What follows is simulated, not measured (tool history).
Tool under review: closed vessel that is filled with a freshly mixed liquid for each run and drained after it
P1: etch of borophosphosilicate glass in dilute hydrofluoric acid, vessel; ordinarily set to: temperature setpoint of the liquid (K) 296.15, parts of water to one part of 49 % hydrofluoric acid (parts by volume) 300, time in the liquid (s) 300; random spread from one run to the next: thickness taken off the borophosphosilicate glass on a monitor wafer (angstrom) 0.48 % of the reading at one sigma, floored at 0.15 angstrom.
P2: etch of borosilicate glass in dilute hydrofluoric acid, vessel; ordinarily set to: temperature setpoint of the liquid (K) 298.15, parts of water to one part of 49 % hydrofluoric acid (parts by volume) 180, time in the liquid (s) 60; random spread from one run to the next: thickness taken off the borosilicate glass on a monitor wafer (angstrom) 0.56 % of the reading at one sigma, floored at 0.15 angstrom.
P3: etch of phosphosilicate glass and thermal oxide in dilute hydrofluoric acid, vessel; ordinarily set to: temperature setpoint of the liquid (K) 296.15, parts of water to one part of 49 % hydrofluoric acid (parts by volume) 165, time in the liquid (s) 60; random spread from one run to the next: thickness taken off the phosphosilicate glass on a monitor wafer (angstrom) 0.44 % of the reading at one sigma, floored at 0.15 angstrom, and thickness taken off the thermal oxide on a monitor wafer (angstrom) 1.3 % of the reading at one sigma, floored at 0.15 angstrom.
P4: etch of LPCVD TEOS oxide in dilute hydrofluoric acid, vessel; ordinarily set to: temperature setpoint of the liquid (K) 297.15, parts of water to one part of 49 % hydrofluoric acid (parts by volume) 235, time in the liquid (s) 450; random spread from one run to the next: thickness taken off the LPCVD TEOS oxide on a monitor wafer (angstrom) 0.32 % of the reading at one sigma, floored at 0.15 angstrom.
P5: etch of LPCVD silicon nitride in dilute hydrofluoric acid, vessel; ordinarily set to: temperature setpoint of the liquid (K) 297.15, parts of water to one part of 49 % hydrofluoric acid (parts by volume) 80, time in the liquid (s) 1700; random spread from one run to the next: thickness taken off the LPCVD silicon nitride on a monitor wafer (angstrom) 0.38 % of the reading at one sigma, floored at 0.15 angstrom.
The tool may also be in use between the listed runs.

run	hour	process that ran	temperature setpoint of the liquid (K)	parts of water to one part of 49 % hydrofluoric acid (parts by volume)	time in the liquid (s)	hours since the thermometer was replaced	hours since the hydrofluoric acid flow meter was replaced	thickness taken off the borophosphosilicate glass on a monitor wafer (angstrom)	thickness taken off the phosphosilicate glass on a monitor wafer (angstrom)	thickness taken off the thermal oxide on a monitor wafer (angstrom)	thickness taken off the LPCVD silicon nitride on a monitor wafer (angstrom)	thickness taken off the borosilicate glass on a monitor wafer (angstrom)	thickness taken off the LPCVD TEOS oxide on a monitor wafer (angstrom)
1	8.3	P1	296.15	300	300	365.4	386.2	442.830					
2	21.0	P1	296.15	300	300	378.1	398.9	447.940					
3	31.1	P3	296.15	50	60	388.2	409.0		1023.70	59.650			
4	47.8	P3	304.15	165	60	404.9	425.7		359.94	21.026			
5	57.3	P1	296.15	300	430	414.4	435.2	640.460					
6	66.7	P1	296.15	300	300	423.8	444.6	441.290					
7	75.1	P5	297.15	35	1700	432.2	453.0				248.580		
8	90.4	P1	296.15	415	300	447.5	468.3	289.360					
9	107.2	P2	298.15	180	60	464.3	485.1					130.770	
10	121.2	P5	297.15	80	1700	478.3	499.1				111.030		
11	135.0	P1	296.15	300	300	492.1	512.9	445.840					
12	150.9	P3	296.15	165	60	508.0	528.8		268.10	15.421			
13	162.6	P1	296.15	300	40	519.7	540.5	59.329					
14	179.1	P5	297.15	80	305	536.2	557.0				19.636		
15	186.9	P2	298.15	270	60	544.0	564.8					79.783	
16	202.1	P1	301.15	300	80	559.2	580.0	139.590					
17	216.0	P1	296.15	300	300	573.1	593.9	446.980					
18	230.4	P4	297.15	235	450	587.5	608.3						277.610
19	240.6	P1	296.15	100	300	597.7	618.5	1652.800					
20	252.9	P1	290.15	300	300	610.0	630.8	355.640					
21	260.6	P3	296.15	165	90	617.7	638.5		401.47	23.640			
22	272.6	P2	304.65	180	60	629.7	650.5					164.490	
23	283.2	P4	297.15	235	450	640.3	661.1						277.340
24	296.4	P1	296.15	300	300	653.5	674.3	442.120					
25	305.5	P1	303.65	530	300	662.6	683.4	257.420					
26	313.4	P4	290.15	235	450	670.5	691.3						214.650
27	327.0	P2	298.15	180	30	684.1	704.9					65.607	
28	340.4	P1	300.65	300	300	697.5	718.3	520.530					
29	350.6	P1	301.15	300	30	707.7	728.5	53.017					
30	360.7	P1	296.15	300	300	717.8	738.6	445.290					
31	376.2	P4	297.15	435	450	733.3	754.1						125.080
32	388.7	P4	297.15	235	150	745.8	766.6						92.968
33	402.8	P5	292.15	80	1700	759.9	780.7				79.613		
34	412.0	P1	296.15	300	300	769.1	789.9	446.930					
35	424.0	P1	296.15	300	300	781.1	801.9	454.720					
36	431.4	P1	296.15	300	300	788.5	809.3	459.710					
37	444.0	P1	296.15	300	300	801.1	821.9	464.100					
38	453.7	P1	296.15	300	300	810.8	831.6	465.460					
39	469.7	P1	296.15	300	300	826.8	847.6	467.490					
40	480.0	P1	296.15	300	300	837.1	857.9	465.830					
41	491.8	P1	296.15	300	300	848.9	869.7	471.410					
42	506.3	P1	296.15	300	300	863.4	884.2	468.830					
43	516.7	P1	296.15	300	300	873.8	894.6	471.710					
44	524.5	P1	296.15	300	300	881.6	902.4	471.080					
45	537.5	P1	296.15	300	300	894.6	915.4	474.080					

P1 no longer gives what it gave before; its output has crept away from where it was. The following 2 causes, each at its listed size, fit the log equally well:
A: liquid hotter than its thermometer reads (K) = 1.62
B: hydrofluoric acid flow above the setpoint (%) = 4.5
The process output started creeping at around hour 412.0.

Which of the 4 check runs listed below separates the causes, so that each cause would produce a clearly different result? Each run uses one wafer, and its results are marked with question marks.
check 1	550.5	P4	297.15	235	450								?
check 2	550.5	P3	296.15	165	60				?	?			
check 3	550.5	P2	298.15	180	60							?	
check 4	550.5	P5	297.15	80	1700						?		

What each check would give under each cause:
check	result	if A	if B
check 1	thickness taken off the LPCVD TEOS oxide on a monitor wafer (angstrom)	294.570	293.560
check 2	thickness taken off the phosphosilicate glass on a monitor wafer (angstrom)	286.15	283.43
check 2	thickness taken off the thermal oxide on a monitor wafer (angstrom)	16.747	16.588
check 3	thickness taken off the borosilicate glass on a monitor wafer (angstrom)	138.840	137.900
check 4	thickness taken off the LPCVD silicon nitride on a monitor wafer (angstrom)	123.430	115.800
Per check, the gap between the least separated pair of causes, taken in the result that splits them most: check 1 0.34 %; check 2 0.95 %; check 3 0.67 %; check 4 6.37 %
Of the check runs offered, only check 4 discriminates between the causes; the rest would read about the same regardless of which cause applies.

Check 4 has now been run. It gave: thickness taken off the LPCVD silicon nitride on a monitor wafer (angstrom) 122.940. Which of the candidate causes is it?

It is A: liquid hotter than its thermometer reads (K).
